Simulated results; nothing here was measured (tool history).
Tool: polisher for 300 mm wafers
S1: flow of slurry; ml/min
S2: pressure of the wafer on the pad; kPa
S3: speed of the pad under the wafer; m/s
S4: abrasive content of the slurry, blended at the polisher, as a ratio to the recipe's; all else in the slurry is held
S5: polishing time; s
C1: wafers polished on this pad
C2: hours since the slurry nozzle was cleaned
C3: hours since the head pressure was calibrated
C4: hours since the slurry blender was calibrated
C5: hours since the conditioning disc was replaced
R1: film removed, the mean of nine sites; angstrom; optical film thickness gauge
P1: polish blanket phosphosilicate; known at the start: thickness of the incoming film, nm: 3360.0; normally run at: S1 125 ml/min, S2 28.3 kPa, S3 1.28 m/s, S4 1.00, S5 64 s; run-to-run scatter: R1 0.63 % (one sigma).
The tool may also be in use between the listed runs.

run 1 day=0.496 | S1=125 S2=28.3 S3=1.28 S4=1.00 S5=64 | C1=379 C2=607.4 C3=88.1 C4=125.5 C5=260.4 | R1=6830.0
run 2 day=0.917 | S1=125 S2=28.3 S3=1.82 S4=1.00 S5=64 | C1=484 C2=617.5 C3=98.2 C4=135.6 C5=270.5 | R1=9188.4
run 3 day=1.517 | S1=125 S2=28.3 S3=1.28 S4=1.50 S5=64 | C1=635 C2=631.9 C3=112.6 C4=150.0 C5=284.9 | R1=8090.7
-- day=1.654 slurry blender recalibrated
run 4 day=2.071 | S1=125 S2=14.5 S3=1.28 S4=1.00 S5=64 | C1=774 C2=645.2 C3=125.9 C4=10.0 C5=298.2 | R1=3531.9
run 5 day=2.629 | S1=125 S2=28.3 S3=1.28 S4=1.00 S5=64 | C1=914 C2=658.6 C3=139.3 C4=23.4 C5=311.6 | R1=6883.6
run 6 day=3.021 | S1=125 S2=43.4 S3=1.28 S4=0.60 S5=64 | C1=1012 C2=668.0 C3=148.7 C4=32.8 C5=321.0 | R1=8098.4
run 7 day=3.450 | S1=80 S2=28.3 S3=1.28 S4=1.00 S5=64 | C1=1120 C2=678.3 C3=159.0 C4=43.1 C5=331.3 | R1=6155.5
run 8 day=3.958 | S1=125 S2=43.4 S3=1.28 S4=1.00 S5=64 | C1=1247 C2=690.5 C3=171.2 C4=55.3 C5=343.5 | R1=10584.0
run 9 day=4.367 | S1=125 S2=28.3 S3=1.28 S4=1.00 S5=30 | C1=1350 C2=700.3 C3=181.0 C4=65.1 C5=353.3 | R1=3205.7
run 10 day=4.900 | S1=125 S2=28.3 S3=1.28 S4=1.00 S5=64 | C1=1483 C2=713.1 C3=193.8 C4=77.9 C5=366.1 | R1=6879.3
run 11 day=5.388 | S1=125 S2=28.3 S3=1.28 S4=0.65 S5=64 | C1=1605 C2=724.8 C3=205.5 C4=89.6 C5=377.8 | R1=5552.2
-- day=5.675 slurry nozzle cleaned
run 12 day=5.700 | S1=170 S2=15.9 S3=1.28 S4=1.00 S5=64 | C1=1684 C2=0.6 C3=213.0 C4=97.1 C5=385.3 | R1=4068.0
run 13 day=6.038 | S1=125 S2=28.3 S3=1.28 S4=1.00 S5=64 | C1=1768 C2=8.7 C3=221.1 C4=105.2 C5=393.4 | R1=6873.3
run 14 day=6.546 | S1=175 S2=28.3 S3=1.28 S4=1.00 S5=64 | C1=1896 C2=20.9 C3=233.3 C4=117.4 C5=405.6 | R1=7310.4
-- day=6.671 head pressure recalibrated
run 15 day=6.933 | S1=125 S2=28.3 S3=0.98 S4=1.25 S5=64 | C1=1993 C2=30.2 C3=6.3 C4=126.7 C5=414.9 | R1=6068.0
run 16 day=7.225 | S1=125 S2=28.3 S3=1.28 S4=1.00 S5=97 | C1=2066 C2=37.2 C3=13.3 C4=133.7 C5=421.9 | R1=10389.0
run 17 day=7.517 | S1=125 S2=28.3 S3=0.88 S4=1.00 S5=64 | C1=2139 C2=44.2 C3=20.3 C4=140.7 C5=428.9 | R1=5091.4
run 18 day=7.788 | S1=125 S2=28.3 S3=1.28 S4=1.00 S5=64 | C1=2207 C2=50.7 C3=26.8 C4=147.2 C5=435.4 | R1=6883.0
run 19 day=8.171 | S1=125 S2=28.3 S3=1.28 S4=1.00 S5=64 | C1=2303 C2=59.9 C3=36.0 C4=156.4 C5=444.6 | R1=6852.5
run 20 day=8.717 | S1=125 S2=28.3 S3=1.28 S4=1.00 S5=64 | C1=2440 C2=73.0 C3=49.1 C4=169.5 C5=457.7 | R1=6752.5
run 21 day=9.046 | S1=125 S2=28.3 S3=1.28 S4=1.00 S5=64 | C1=2523 C2=80.9 C3=57.0 C4=177.4 C5=465.6 | R1=6702.3
run 22 day=9.650 | S1=125 S2=28.3 S3=1.28 S4=1.00 S5=64 | C1=2674 C2=95.4 C3=71.5 C4=191.9 C5=480.1 | R1=6469.5
run 23 day=10.250 | S1=125 S2=28.3 S3=1.28 S4=1.00 S5=64 | C1=2825 C2=109.8 C3=85.9 C4=206.3 C5=494.5 | R1=6409.5
run 24 day=10.846 | S1=125 S2=28.3 S3=1.28 S4=1.00 S5=64 | C1=2974 C2=124.1 C3=100.2 C4=220.6 C5=508.8 | R1=6372.4
-- day=10.925 head pressure recalibrated
-- day=11.017 slurry blender recalibrated
-- day=11.100 conditioning disc replaced and pad reconditioned
run 25 day=11.308 | S1=125 S2=28.3 S3=1.28 S4=1.00 S5=64 | C1=3090 C2=135.2 C3=9.2 C4=7.0 C5=5.1 | R1=6317.4
run 26 day=11.638 | S1=125 S2=28.3 S3=1.28 S4=1.00 S5=64 | C1=3173 C2=143.1 C3=17.1 C4=14.9 C5=13.0 | R1=6344.9
run 27 day=12.100 | S1=125 S2=28.3 S3=1.28 S4=1.00 S5=64 | C1=3289 C2=154.2 C3=28.2 C4=26.0 C5=24.1 | R1=6342.3
run 28 day=12.367 | S1=125 S2=28.3 S3=1.28 S4=1.00 S5=64 | C1=3355 C2=160.6 C3=34.6 C4=32.4 C5=30.5 | R1=6251.5

The next listed run, before its measurement:
run 29 day=12.871 | S1=125 S2=28.3 S3=1.28 S4=1.00 S5=64 | C1=3482 C2=172.7 C3=46.7 C4=44.5 C5=42.6 | R1=?

R1: 6253.5 angstrom
